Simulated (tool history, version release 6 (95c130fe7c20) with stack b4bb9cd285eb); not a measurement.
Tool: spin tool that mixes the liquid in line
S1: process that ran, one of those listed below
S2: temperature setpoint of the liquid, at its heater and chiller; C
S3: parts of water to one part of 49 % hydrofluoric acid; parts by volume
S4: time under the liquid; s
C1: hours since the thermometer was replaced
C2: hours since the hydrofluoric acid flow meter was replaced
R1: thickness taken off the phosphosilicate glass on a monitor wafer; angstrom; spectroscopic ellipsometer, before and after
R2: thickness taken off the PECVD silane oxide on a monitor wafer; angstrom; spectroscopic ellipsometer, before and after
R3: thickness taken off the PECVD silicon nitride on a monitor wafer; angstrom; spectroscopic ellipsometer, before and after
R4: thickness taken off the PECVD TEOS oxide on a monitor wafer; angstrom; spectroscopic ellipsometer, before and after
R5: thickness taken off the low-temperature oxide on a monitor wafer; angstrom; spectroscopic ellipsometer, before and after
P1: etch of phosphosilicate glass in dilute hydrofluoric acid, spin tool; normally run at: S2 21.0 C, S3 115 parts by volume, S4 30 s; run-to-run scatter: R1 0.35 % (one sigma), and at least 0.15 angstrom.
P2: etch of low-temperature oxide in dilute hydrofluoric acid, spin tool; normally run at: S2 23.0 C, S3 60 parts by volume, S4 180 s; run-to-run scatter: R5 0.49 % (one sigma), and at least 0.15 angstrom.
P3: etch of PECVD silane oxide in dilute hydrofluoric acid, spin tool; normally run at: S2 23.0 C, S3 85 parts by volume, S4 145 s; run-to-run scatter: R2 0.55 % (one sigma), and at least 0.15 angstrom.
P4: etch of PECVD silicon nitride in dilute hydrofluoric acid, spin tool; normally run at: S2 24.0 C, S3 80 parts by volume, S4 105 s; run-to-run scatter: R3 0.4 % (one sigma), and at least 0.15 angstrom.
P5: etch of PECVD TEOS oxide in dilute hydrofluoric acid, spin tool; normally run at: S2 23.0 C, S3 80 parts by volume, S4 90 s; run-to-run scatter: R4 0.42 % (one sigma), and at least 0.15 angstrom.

Run 1, hour 18.0: S1 P1, S2 21.0 C, S3 115 parts by volume, S4 30 s; C1 919.9; C2 977.5. Result: R1 159.670 angstrom.
Run 2, hour 34.5: S1 P3, S2 23.0 C, S3 85 parts by volume, S4 55 s; C1 936.4; C2 994.0. Result: R2 114.21 angstrom.
Run 3, hour 52.5: S1 P1, S2 17.0 C, S3 165 parts by volume, S4 30 s; C1 954.4; C2 1012.0. Result: R1 89.573 angstrom.
At hour 66.3: thermometer replaced.
Run 4, hour 69.9: S1 P4, S2 24.0 C, S3 80 parts by volume, S4 105 s; C1 3.6; C2 1029.4. Result: R3 60.919 angstrom.
Run 5, hour 85.3: S1 P5, S2 18.0 C, S3 80 parts by volume, S4 90 s; C1 19.0; C2 1044.8. Result: R4 81.999 angstrom.
Run 6, hour 94.8: S1 P1, S2 21.0 C, S3 115 parts by volume, S4 30 s; C1 28.5; C2 1054.3. Result: R1 159.290 angstrom.
Run 7, hour 112.1: S1 P1, S2 21.0 C, S3 180 parts by volume, S4 30 s; C1 45.8; C2 1071.6. Result: R1 95.425 angstrom.
Run 8, hour 129.3: S1 P3, S2 29.5 C, S3 85 parts by volume, S4 145 s; C1 63.0; C2 1088.8. Result: R2 390.20 angstrom.
Run 9, hour 145.0: S1 P2, S2 23.0 C, S3 85 parts by volume, S4 180 s; C1 78.7; C2 1104.5. Result: R5 218.06 angstrom.
Run 10, hour 153.8: S1 P4, S2 31.5 C, S3 80 parts by volume, S4 105 s; C1 87.5; C2 1113.3. Result: R3 99.715 angstrom.
Run 11, hour 162.3: S1 P1, S2 17.0 C, S3 115 parts by volume, S4 30 s; C1 96.0; C2 1121.8. Result: R1 135.120 angstrom.
Run 12, hour 180.0: S1 P2, S2 23.0 C, S3 60 parts by volume, S4 180 s; C1 113.7; C2 1139.5. Result: R5 318.41 angstrom.
Run 13, hour 193.2: S1 P2, S2 23.0 C, S3 60 parts by volume, S4 180 s; C1 126.9; C2 1152.7. Result: R5 316.59 angstrom.
Run 14, hour 201.7: S1 P4, S2 24.0 C, S3 20 parts by volume, S4 105 s; C1 135.4; C2 1161.2. Result: R3 234.170 angstrom.
Run 15, hour 216.3: S1 P1, S2 26.0 C, S3 115 parts by volume, S4 30 s; C1 150.0; C2 1175.8. Result: R1 195.600 angstrom.
Run 16, hour 225.1: S1 P1, S2 21.0 C, S3 115 parts by volume, S4 30 s; C1 158.8; C2 1184.6. Result: R1 160.370 angstrom.
Run 17, hour 241.5: S1 P5, S2 23.0 C, S3 135 parts by volume, S4 90 s; C1 175.2; C2 1201.0. Result: R4 56.769 angstrom.
Run 18, hour 255.9: S1 P3, S2 23.0 C, S3 85 parts by volume, S4 145 s; C1 189.6; C2 1215.4. Result: R2 300.25 angstrom.
Run 19, hour 266.6: S1 P2, S2 30.5 C, S3 60 parts by volume, S4 180 s; C1 200.3; C2 1226.1. Result: R5 432.00 angstrom.
Run 20, hour 282.2: S1 P4, S2 24.0 C, S3 80 parts by volume, S4 105 s; C1 215.9; C2 1241.7. Result: R3 61.711 angstrom.
Run 21, hour 291.6: S1 P1, S2 21.0 C, S3 25 parts by volume, S4 15 s; C1 225.3; C2 1251.1. Result: R1 410.330 angstrom.
Run 22, hour 306.4: S1 P2, S2 23.0 C, S3 60 parts by volume, S4 260 s; C1 240.1; C2 1265.9. Result: R5 461.48 angstrom.
Run 23, hour 321.6: S1 P1, S2 21.0 C, S3 115 parts by volume, S4 50 s; C1 255.3; C2 1281.1. Result: R1 265.620 angstrom.
Run 24, hour 330.1: S1 P3, S2 23.0 C, S3 145 parts by volume, S4 145 s; C1 263.8; C2 1289.6. Result: R2 164.81 angstrom.
Run 25, hour 342.7: S1 P1, S2 21.0 C, S3 115 parts by volume, S4 30 s; C1 276.4; C2 1302.2. Result: R1 160.060 angstrom.
Run 26, hour 351.9: S1 P1, S2 21.0 C, S3 70 parts by volume, S4 60 s; C1 285.6; C2 1311.4. Result: R1 553.890 angstrom.
Run 27, hour 367.2: S1 P5, S2 23.0 C, S3 80 parts by volume, S4 90 s; C1 300.9; C2 1326.7. Result: R4 102.000 angstrom.
Run 28, hour 376.2: S1 P1, S2 21.0 C, S3 40 parts by volume, S4 30 s; C1 309.9; C2 1335.7. Result: R1 500.980 angstrom.
Run 29, hour 394.3: S1 P5, S2 23.0 C, S3 80 parts by volume, S4 180 s; C1 328.0; C2 1353.8. Result: R4 204.340 angstrom.
Run 30, hour 408.8: S1 P1, S2 21.0 C, S3 115 parts by volume, S4 15 s; C1 342.5; C2 1368.3. Result: R1 79.948 angstrom.
Run 31, hour 426.2: S1 P4, S2 24.0 C, S3 80 parts by volume, S4 50 s; C1 359.9; C2 1385.7. Result: R3 29.121 angstrom.
Run 32, hour 443.2: S1 P3, S2 23.0 C, S3 85 parts by volume, S4 145 s; C1 376.9; C2 1402.7. Result: R2 298.99 angstrom.
Run 33, hour 454.1: S1 P1, S2 21.0 C, S3 115 parts by volume, S4 30 s; C1 387.8; C2 1413.6. Result: R1 158.710 angstrom.
Run 34, hour 469.1: S1 P1, S2 21.0 C, S3 115 parts by volume, S4 30 s; C1 402.8; C2 1428.6. Result: R1 155.000 angstrom.
Run 35, hour 486.3: S1 P1, S2 21.0 C, S3 115 parts by volume, S4 30 s; C1 420.0; C2 1445.8. Result: R1 152.520 angstrom.
Run 36, hour 498.4: S1 P1, S2 21.0 C, S3 115 parts by volume, S4 30 s; C1 432.1; C2 1457.9. Result: R1 151.350 angstrom.
Run 37, hour 511.6: S1 P1, S2 21.0 C, S3 115 parts by volume, S4 30 s; C1 445.3; C2 1471.1. Result: R1 151.400 angstrom.
Run 38, hour 520.9: S1 P1, S2 21.0 C, S3 115 parts by volume, S4 30 s; C1 454.6; C2 1480.4. Result: R1 150.660 angstrom.
Run 39, hour 536.1: S1 P1, S2 21.0 C, S3 115 parts by volume, S4 30 s; C1 469.8; C2 1495.6. Result: R1 150.000 angstrom.
Run 40, hour 550.9: S1 P1, S2 21.0 C, S3 115 parts by volume, S4 30 s; C1 484.6; C2 1510.4. Result: R1 149.490 angstrom.
Run 41, hour 560.4: S1 P1, S2 21.0 C, S3 115 parts by volume, S4 30 s; C1 494.1; C2 1519.9. Result: R1 148.100 angstrom.

What P1 gives has crept away from where it was. These 2 causes fit the log equally well, each at the size given:
A: hydrofluoric acid flow below the setpoint (%) = 5.55
B: liquid colder than its thermometer reads (K) = 1.6
The creep began at about hour 454.1.

4 check runs are offered, one wafer each, their results left as question marks. Which one tells the causes apart?
Run check 1, hour 569.9: S1 P4, S2 24.0 C, S3 80 parts by volume, S4 105 s. Result: R3 ?.
Run check 2, hour 569.9: S1 P2, S2 23.0 C, S3 60 parts by volume, S4 180 s. Result: R5 ?.
Run check 3, hour 569.9: S1 P3, S2 23.0 C, S3 85 parts by volume, S4 145 s. Result: R2 ?.
Run check 4, hour 569.9: S1 P5, S2 23.0 C, S3 80 parts by volume, S4 90 s. Result: R4 ?.

What each check would give under each cause:
  check  result    if A    if B
check 1      R3  57.753  54.893
check 2      R5  299.49  298.11
check 3      R2  284.17  283.62
check 4      R4  95.815  95.580
How far apart the two closest causes lie, in the result that separates them most: check 1 5.08 %; check 2 0.46 %; check 3 0.2 %; check 4 0.25 %
Check 1 tells the causes apart: in the others they would give nearly the same result.

Then check 1 was run and gave: R3 57.741 angstrom. Which cause is it?

It is A: hydrofluoric acid flow below the setpoint (%).
